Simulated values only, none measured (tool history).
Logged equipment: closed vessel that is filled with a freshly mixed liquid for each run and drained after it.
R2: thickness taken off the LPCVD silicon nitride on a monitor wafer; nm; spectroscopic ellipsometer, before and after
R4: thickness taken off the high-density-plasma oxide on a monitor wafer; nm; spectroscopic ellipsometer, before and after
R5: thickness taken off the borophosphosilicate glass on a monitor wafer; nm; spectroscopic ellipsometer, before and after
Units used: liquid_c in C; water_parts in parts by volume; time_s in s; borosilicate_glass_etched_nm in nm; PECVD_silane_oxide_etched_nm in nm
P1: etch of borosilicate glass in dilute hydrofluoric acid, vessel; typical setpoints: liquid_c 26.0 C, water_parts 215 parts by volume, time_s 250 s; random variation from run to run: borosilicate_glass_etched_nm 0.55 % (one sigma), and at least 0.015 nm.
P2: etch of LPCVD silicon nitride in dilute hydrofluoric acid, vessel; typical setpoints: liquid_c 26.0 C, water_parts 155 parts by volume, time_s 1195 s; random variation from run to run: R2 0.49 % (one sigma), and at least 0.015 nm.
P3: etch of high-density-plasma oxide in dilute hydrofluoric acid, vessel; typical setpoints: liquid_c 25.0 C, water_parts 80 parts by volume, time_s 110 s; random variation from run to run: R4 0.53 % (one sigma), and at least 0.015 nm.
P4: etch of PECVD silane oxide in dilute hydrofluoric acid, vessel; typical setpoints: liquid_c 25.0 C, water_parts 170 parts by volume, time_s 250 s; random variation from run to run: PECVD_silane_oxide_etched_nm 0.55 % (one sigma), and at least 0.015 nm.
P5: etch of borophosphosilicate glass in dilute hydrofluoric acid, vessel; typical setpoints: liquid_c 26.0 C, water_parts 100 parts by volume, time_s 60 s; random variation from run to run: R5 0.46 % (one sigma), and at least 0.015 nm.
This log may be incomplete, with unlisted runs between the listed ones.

Run 1, hour 4.4: process P1, liquid_c 26.0 C, water_parts 215 parts by volume, time_s 250 s. Result: borosilicate_glass_etched_nm 35.2900 nm.
Run 2, hour 11.7: process P2, liquid_c 26.0 C, water_parts 155 parts by volume, time_s 345 s. Result: R2 1.3266 nm.
Run 3, hour 17.7: process P4, liquid_c 21.0 C, water_parts 170 parts by volume, time_s 250 s. Result: PECVD_silane_oxide_etched_nm 32.093 nm.
Run 4, hour 21.0: process P1, liquid_c 26.0 C, water_parts 215 parts by volume, time_s 250 s. Result: borosilicate_glass_etched_nm 35.5270 nm.
Run 5, hour 28.1: process P3, liquid_c 18.0 C, water_parts 80 parts by volume, time_s 110 s. Result: R4 12.1830 nm.
Run 6, hour 32.4: process P5, liquid_c 34.0 C, water_parts 100 parts by volume, time_s 60 s. Result: R5 56.633 nm.
Run 7, hour 39.9: process P1, liquid_c 20.0 C, water_parts 215 parts by volume, time_s 435 s. Result: borosilicate_glass_etched_nm 49.2570 nm.
At hour 46.2: hydrofluoric acid flow meter replaced.
Run 8, hour 47.1: process P3, liquid_c 25.0 C, water_parts 80 parts by volume, time_s 110 s. Result: R4 16.1970 nm.
Run 9, hour 54.3: process P3, liquid_c 25.0 C, water_parts 130 parts by volume, time_s 110 s. Result: R4 9.3543 nm.
Run 10, hour 61.5: process P3, liquid_c 25.0 C, water_parts 80 parts by volume, time_s 110 s. Result: R4 16.2690 nm.
Run 11, hour 66.6: process P2, liquid_c 26.0 C, water_parts 155 parts by volume, time_s 1195 s. Result: R2 4.4966 nm.
Run 12, hour 73.8: process P1, liquid_c 26.0 C, water_parts 215 parts by volume, time_s 250 s. Result: borosilicate_glass_etched_nm 35.3940 nm.
Run 13, hour 78.3: process P1, liquid_c 30.0 C, water_parts 215 parts by volume, time_s 250 s. Result: borosilicate_glass_etched_nm 40.4920 nm.
Run 14, hour 82.3: process P5, liquid_c 26.0 C, water_parts 100 parts by volume, time_s 105 s. Result: R5 72.931 nm.
Run 15, hour 85.6: process P5, liquid_c 26.0 C, water_parts 100 parts by volume, time_s 60 s. Result: R5 41.808 nm.
Run 16, hour 91.3: process P1, liquid_c 26.0 C, water_parts 215 parts by volume, time_s 480 s. Result: borosilicate_glass_etched_nm 67.9590 nm.
Run 17, hour 94.7: process P1, liquid_c 26.0 C, water_parts 215 parts by volume, time_s 250 s. Result: borosilicate_glass_etched_nm 35.2930 nm.
Run 18, hour 100.1: process P2, liquid_c 26.0 C, water_parts 155 parts by volume, time_s 1195 s. Result: R2 4.5379 nm.
Run 19, hour 107.6: process P1, liquid_c 33.5 C, water_parts 330 parts by volume, time_s 250 s. Result: borosilicate_glass_etched_nm 25.9960 nm.
Run 20, hour 113.3: process P2, liquid_c 34.0 C, water_parts 155 parts by volume, time_s 1195 s. Result: R2 7.4673 nm.
Run 21, hour 117.6: process P5, liquid_c 26.0 C, water_parts 55 parts by volume, time_s 60 s. Result: R5 80.664 nm.
Run 22, hour 124.7: process P4, liquid_c 25.0 C, water_parts 170 parts by volume, time_s 250 s. Result: PECVD_silane_oxide_etched_nm 37.675 nm.
Run 23, hour 130.9: process P1, liquid_c 26.0 C, water_parts 305 parts by volume, time_s 250 s. Result: borosilicate_glass_etched_nm 22.7320 nm.
Run 24, hour 137.7: process P4, liquid_c 25.0 C, water_parts 235 parts by volume, time_s 250 s. Result: PECVD_silane_oxide_etched_nm 25.356 nm.
Run 25, hour 144.2: process P3, liquid_c 25.0 C, water_parts 80 parts by volume, time_s 215 s. Result: R4 31.2860 nm.
Run 26, hour 147.8: process P4, liquid_c 25.0 C, water_parts 170 parts by volume, time_s 455 s. Result: PECVD_silane_oxide_etched_nm 68.354 nm.
Run 27, hour 155.3: process P1, liquid_c 26.0 C, water_parts 360 parts by volume, time_s 30 s. Result: borosilicate_glass_etched_nm 2.1608 nm.
Run 28, hour 162.2: process P2, liquid_c 26.0 C, water_parts 250 parts by volume, time_s 1195 s. Result: R2 2.8094 nm.
Run 29, hour 166.7: process P1, liquid_c 26.0 C, water_parts 215 parts by volume, time_s 120 s. Result: borosilicate_glass_etched_nm 16.8670 nm.
Run 30, hour 172.8: process P1, liquid_c 26.0 C, water_parts 215 parts by volume, time_s 250 s. Result: borosilicate_glass_etched_nm 35.5080 nm.
Run 31, hour 177.0: process P1, liquid_c 26.0 C, water_parts 215 parts by volume, time_s 250 s. Result: borosilicate_glass_etched_nm 34.8590 nm.
Run 32, hour 184.3: process P1, liquid_c 18.0 C, water_parts 215 parts by volume, time_s 250 s. Result: borosilicate_glass_etched_nm 26.3720 nm.
Run 33, hour 190.9: process P1, liquid_c 26.0 C, water_parts 55 parts by volume, time_s 250 s. Result: borosilicate_glass_etched_nm 170.6500 nm.
Run 34, hour 195.0: process P1, liquid_c 26.0 C, water_parts 215 parts by volume, time_s 250 s. Result: borosilicate_glass_etched_nm 35.7380 nm.
Run 35, hour 199.9: process P1, liquid_c 26.0 C, water_parts 215 parts by volume, time_s 250 s. Result: borosilicate_glass_etched_nm 34.1970 nm.
Run 36, hour 206.8: process P1, liquid_c 26.0 C, water_parts 215 parts by volume, time_s 250 s. Result: borosilicate_glass_etched_nm 33.8160 nm.
Run 37, hour 211.3: process P1, liquid_c 26.0 C, water_parts 215 parts by volume, time_s 250 s. Result: borosilicate_glass_etched_nm 33.6250 nm.
Run 38, hour 215.5: process P1, liquid_c 26.0 C, water_parts 215 parts by volume, time_s 250 s. Result: borosilicate_glass_etched_nm 33.6070 nm.
Run 39, hour 222.7: process P1, liquid_c 26.0 C, water_parts 215 parts by volume, time_s 250 s. Result: borosilicate_glass_etched_nm 33.7170 nm.
Run 40, hour 227.9: process P1, liquid_c 26.0 C, water_parts 215 parts by volume, time_s 250 s. Result: borosilicate_glass_etched_nm 33.3990 nm.

The log shows P1 creeping away from where it was. Any of the 2 causes listed here, at the size stated for it, fits the log just as well as the others:
A: liquid colder than its thermometer reads (K) = 1.5
B: hydrofluoric acid flow below the setpoint (%) = 4.25
The drift started at roughly hour 195.0.

The list below offers 4 check runs, each averaging the results of 2 wafers, and shows each result as a question mark. For which of them would the listed causes give clearly different results?
Run check 1, hour 233.1: process P3, liquid_c 25.0 C, water_parts 115 parts by volume, time_s 205 s. Result: R4 ?.
Run check 2, hour 233.1: process P4, liquid_c 21.5 C, water_parts 170 parts by volume, time_s 350 s. Result: PECVD_silane_oxide_etched_nm ?.
Run check 3, hour 233.1: process P5, liquid_c 33.5 C, water_parts 100 parts by volume, time_s 60 s. Result: R5 ?.
Run check 4, hour 233.1: process P2, liquid_c 33.0 C, water_parts 240 parts by volume, time_s 1195 s. Result: R2 ?.

Predicted outcomes, by check and by cause:
  check                        result     if A     if B
check 1                            R4  18.9420  19.1130
check 2  PECVD_silane_oxide_etched_nm   43.298   43.609
check 3                            R5   52.428   52.670
check 4                            R2   4.0798   4.2508
Separation of the two closest causes in each check, using whichever result separates them best: check 1 0.9 %; check 2 0.72 %; check 3 0.46 %; check 4 4.11 %
The causes can be told apart only by check 4. The other checks would give nearly the same results under each of them.

After running check 4, the following was obtained: R2 4.0739 nm. Which cause does this point to?

A is the cause: liquid colder than its thermometer reads (K).
